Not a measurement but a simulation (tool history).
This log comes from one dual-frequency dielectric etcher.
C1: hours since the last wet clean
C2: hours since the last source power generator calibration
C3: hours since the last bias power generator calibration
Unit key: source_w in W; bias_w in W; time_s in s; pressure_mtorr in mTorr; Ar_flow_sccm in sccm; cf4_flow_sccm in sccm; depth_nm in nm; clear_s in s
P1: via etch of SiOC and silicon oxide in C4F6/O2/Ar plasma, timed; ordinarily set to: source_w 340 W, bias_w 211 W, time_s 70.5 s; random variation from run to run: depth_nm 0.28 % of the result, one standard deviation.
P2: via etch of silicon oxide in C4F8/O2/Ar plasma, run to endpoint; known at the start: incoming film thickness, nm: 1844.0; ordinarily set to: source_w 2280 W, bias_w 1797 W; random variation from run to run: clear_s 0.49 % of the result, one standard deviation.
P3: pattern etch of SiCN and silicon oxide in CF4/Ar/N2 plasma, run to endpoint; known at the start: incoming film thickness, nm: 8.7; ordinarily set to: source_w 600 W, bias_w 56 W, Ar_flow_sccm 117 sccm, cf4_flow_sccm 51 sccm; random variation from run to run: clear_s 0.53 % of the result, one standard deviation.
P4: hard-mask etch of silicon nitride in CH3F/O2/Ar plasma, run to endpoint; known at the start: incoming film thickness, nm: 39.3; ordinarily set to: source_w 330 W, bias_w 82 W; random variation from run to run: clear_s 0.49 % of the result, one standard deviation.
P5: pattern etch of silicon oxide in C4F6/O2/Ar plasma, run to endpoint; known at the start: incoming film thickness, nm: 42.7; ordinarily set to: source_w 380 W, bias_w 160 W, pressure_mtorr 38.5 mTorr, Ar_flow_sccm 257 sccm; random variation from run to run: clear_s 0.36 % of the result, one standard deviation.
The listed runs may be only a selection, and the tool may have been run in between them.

{"run": 1, "hour": 9.5, "process": "P1", "source_w": 340, "bias_w": 211, "time_s": 70.5, "C1": 297.6, "C2": 1270.3, "C3": 2934.6, "depth_nm": 77.479}
{"run": 2, "hour": 17.7, "process": "P4", "source_w": 330, "bias_w": 108, "C1": 305.8, "C2": 1278.5, "C3": 2942.8, "clear_s": 53.511}
{"run": 3, "hour": 25.4, "process": "P5", "source_w": 380, "bias_w": 160, "pressure_mtorr": 38.5, "Ar_flow_sccm": 257, "C1": 313.5, "C2": 1286.2, "C3": 2950.5, "clear_s": 14.706}
{"run": 4, "hour": 36.6, "process": "P3", "source_w": 600, "bias_w": 56, "Ar_flow_sccm": 83, "cf4_flow_sccm": 51, "C1": 324.7, "C2": 1297.4, "C3": 2961.7, "clear_s": 8.427}
{"run": 5, "hour": 51.3, "process": "P2", "source_w": 2280, "bias_w": 1797, "C1": 339.4, "C2": 1312.1, "C3": 2976.4, "clear_s": 345.99}
{"run": 6, "hour": 66.0, "process": "P5", "source_w": 380, "bias_w": 216, "pressure_mtorr": 38.5, "Ar_flow_sccm": 257, "C1": 354.1, "C2": 1326.8, "C3": 2991.1, "clear_s": 13.351}
{"run": 7, "hour": 75.6, "process": "P1", "source_w": 340, "bias_w": 211, "time_s": 70.5, "C1": 363.7, "C2": 1336.4, "C3": 3000.7, "depth_nm": 77.53}
{"run": 8, "hour": 90.9, "process": "P1", "source_w": 340, "bias_w": 211, "time_s": 100.0, "C1": 379.0, "C2": 1351.7, "C3": 3016.0, "depth_nm": 109.41}
{"run": 9, "hour": 102.9, "process": "P1", "source_w": 250, "bias_w": 211, "time_s": 70.5, "C1": 391.0, "C2": 1363.7, "C3": 3028.0, "depth_nm": 68.895}
{"run": 10, "hour": 110.2, "process": "P2", "source_w": 2280, "bias_w": 2176, "C1": 398.3, "C2": 1371.0, "C3": 3035.3, "clear_s": 328.57}
{"run": 11, "hour": 125.9, "process": "P1", "source_w": 340, "bias_w": 211, "time_s": 70.5, "C1": 414.0, "C2": 1386.7, "C3": 3051.0, "depth_nm": 77.256}
{"run": 12, "hour": 138.1, "process": "P5", "source_w": 380, "bias_w": 160, "pressure_mtorr": 52.0, "Ar_flow_sccm": 257, "C1": 426.2, "C2": 1398.9, "C3": 3063.2, "clear_s": 15.236}
{"run": 13, "hour": 148.4, "process": "P4", "source_w": 440, "bias_w": 82, "C1": 436.5, "C2": 1409.2, "C3": 3073.5, "clear_s": 53.044}
{"run": 14, "hour": 161.0, "process": "P1", "source_w": 340, "bias_w": 157, "time_s": 70.5, "C1": 449.1, "C2": 1421.8, "C3": 3086.1, "depth_nm": 70.282}
{"run": 15, "hour": 169.0, "process": "P3", "source_w": 430, "bias_w": 56, "Ar_flow_sccm": 117, "cf4_flow_sccm": 51, "C1": 457.1, "C2": 1429.8, "C3": 3094.1, "clear_s": 12.057}
{"run": 16, "hour": 179.3, "process": "P1", "source_w": 230, "bias_w": 141, "time_s": 70.5, "C1": 467.4, "C2": 1440.1, "C3": 3104.4, "depth_nm": 58.312}
{"run": 17, "hour": 189.0, "process": "P1", "source_w": 400, "bias_w": 211, "time_s": 70.5, "C1": 477.1, "C2": 1449.8, "C3": 3114.1, "depth_nm": 82.12}
{"run": 18, "hour": 197.8, "process": "P1", "source_w": 340, "bias_w": 211, "time_s": 70.5, "C1": 485.9, "C2": 1458.6, "C3": 3122.9, "depth_nm": 77.181}
{"run": 19, "hour": 205.1, "process": "P1", "source_w": 340, "bias_w": 211, "time_s": 48.5, "C1": 493.2, "C2": 1465.9, "C3": 3130.2, "depth_nm": 53.102}
{"run": 20, "hour": 218.2, "process": "P3", "source_w": 600, "bias_w": 75, "Ar_flow_sccm": 117, "cf4_flow_sccm": 51, "C1": 506.3, "C2": 1479.0, "C3": 3143.3, "clear_s": 8.1966}
{"run": 21, "hour": 234.3, "process": "P3", "source_w": 600, "bias_w": 56, "Ar_flow_sccm": 117, "cf4_flow_sccm": 39, "C1": 522.4, "C2": 1495.1, "C3": 3159.4, "clear_s": 9.5228}
{"run": 22, "hour": 245.3, "process": "P5", "source_w": 380, "bias_w": 160, "pressure_mtorr": 38.5, "Ar_flow_sccm": 210, "C1": 533.4, "C2": 1506.1, "C3": 3170.4, "clear_s": 14.378}
{"run": 23, "hour": 252.8, "process": "P5", "source_w": 230, "bias_w": 160, "pressure_mtorr": 38.5, "Ar_flow_sccm": 257, "C1": 540.9, "C2": 1513.6, "C3": 3177.9, "clear_s": 17.765}
{"run": 24, "hour": 267.1, "process": "P1", "source_w": 340, "bias_w": 211, "time_s": 70.5, "C1": 555.2, "C2": 1527.9, "C3": 3192.2, "depth_nm": 77.147}
{"run": 25, "hour": 276.5, "process": "P2", "source_w": 3080, "bias_w": 1797, "C1": 564.6, "C2": 1537.3, "C3": 3201.6, "clear_s": 306.61}
{"run": 26, "hour": 289.5, "process": "P1", "source_w": 340, "bias_w": 211, "time_s": 70.5, "C1": 577.6, "C2": 1550.3, "C3": 3214.6, "depth_nm": 77.531}
{"run": 27, "hour": 299.2, "process": "P1", "source_w": 340, "bias_w": 286, "time_s": 70.5, "C1": 587.3, "C2": 1560.0, "C3": 3224.3, "depth_nm": 86.114}
{"run": 28, "hour": 306.6, "process": "P4", "source_w": 330, "bias_w": 82, "C1": 594.7, "C2": 1567.4, "C3": 3231.7, "clear_s": 59.099}
{"run": 29, "hour": 313.9, "process": "P5", "source_w": 380, "bias_w": 160, "pressure_mtorr": 38.5, "Ar_flow_sccm": 257, "C1": 602.0, "C2": 1574.7, "C3": 3239.0, "clear_s": 14.644}
{"run": 30, "hour": 324.3, "process": "P3", "source_w": 600, "bias_w": 56, "Ar_flow_sccm": 117, "cf4_flow_sccm": 51, "C1": 612.4, "C2": 1585.1, "C3": 3249.4, "clear_s": 8.9705}
{"run": 31, "hour": 331.6, "process": "P1", "source_w": 340, "bias_w": 211, "time_s": 70.5, "C1": 619.7, "C2": 1592.4, "C3": 3256.7, "depth_nm": 77.018}
{"run": 32, "hour": 338.5, "process": "P1", "source_w": 340, "bias_w": 211, "time_s": 70.5, "C1": 626.6, "C2": 1599.3, "C3": 3263.6, "depth_nm": 77.961}
{"run": 33, "hour": 346.6, "process": "P1", "source_w": 340, "bias_w": 211, "time_s": 70.5, "C1": 634.7, "C2": 1607.4, "C3": 3271.7, "depth_nm": 78.048}
{"run": 34, "hour": 356.3, "process": "P1", "source_w": 340, "bias_w": 211, "time_s": 70.5, "C1": 644.4, "C2": 1617.1, "C3": 3281.4, "depth_nm": 77.873}
{"run": 35, "hour": 364.1, "process": "P1", "source_w": 340, "bias_w": 211, "time_s": 70.5, "C1": 652.2, "C2": 1624.9, "C3": 3289.2, "depth_nm": 77.86}
{"run": 36, "hour": 376.7, "process": "P1", "source_w": 340, "bias_w": 211, "time_s": 70.5, "C1": 664.8, "C2": 1637.5, "C3": 3301.8, "depth_nm": 78.353}
{"hour": 386.8, "done": "wet clean of the chamber"}
{"run": 37, "hour": 390.0, "process": "P1", "source_w": 340, "bias_w": 211, "time_s": 70.5, "C1": 3.3, "C2": 1650.8, "C3": 3315.1, "depth_nm": 78.463}
{"run": 38, "hour": 401.2, "process": "P1", "source_w": 340, "bias_w": 211, "time_s": 70.5, "C1": 14.5, "C2": 1662.0, "C3": 3326.3, "depth_nm": 78.392}
{"run": 39, "hour": 414.3, "process": "P1", "source_w": 340, "bias_w": 211, "time_s": 70.5, "C1": 27.6, "C2": 1675.1, "C3": 3339.4, "depth_nm": 78.434}
{"run": 40, "hour": 429.7, "process": "P1", "source_w": 340, "bias_w": 211, "time_s": 70.5, "C1": 43.0, "C2": 1690.5, "C3": 3354.8, "depth_nm": 78.879}

The log shows P1 creeping away from where it was. Any of the 2 causes listed here, at the size stated for it, fits the log just as well as the others:
A: source power that arrives over what is set, % = 4.18
B: bias power that arrives over what is set, % = 4.75
The process output started creeping at around hour 331.6.
Each remaining cause and why it is not a fit:
chamber walls in a state that raises the etch rate, %: was serviced at hour 386.8, once the creep was under way, yet the earlier output never came back

The 4 check runs listed below each average the results of 5 wafers, and their outcomes are marked with question marks. Under which run would the listed causes produce clearly different results?
{"run": "check 1", "hour": 445.1, "process": "P4", "source_w": 440, "bias_w": 107, "clear_s": "?"}
{"run": "check 2", "hour": 445.1, "process": "P2", "source_w": 2670, "bias_w": 1797, "clear_s": "?"}
{"run": "check 3", "hour": 445.1, "process": "P5", "source_w": 320, "bias_w": 213, "pressure_mtorr": 38.5, "Ar_flow_sccm": 257, "clear_s": "?"}
{"run": "check 4", "hour": 445.1, "process": "P3", "source_w": 600, "bias_w": 72, "Ar_flow_sccm": 92, "cf4_flow_sccm": 51, "clear_s": "?"}

Expected result of each check under each candidate cause:
check=check_1 result=clear_s if_A=47.5630 if_B=47.4680
check=check_2 result=clear_s if_A=320.0500 if_B=321.2900
check=check_3 result=clear_s if_A=14.0620 if_B=14.0650
check=check_4 result=clear_s if_A=7.6524 if_B=7.8077
Gap, in per cent, between the two causes that each check separates least, read from the result that separates them most: check 1 0.2 %; check 2 0.38 %; check 3 0.02 %; check 4 2.01 %
The causes can be told apart only by check 4. The other checks would give nearly the same results under each of them.

After running check 4, the following was obtained: clear_s 7.7833 s. Which cause does this point to?

It is B: bias power that arrives over what is set, %.
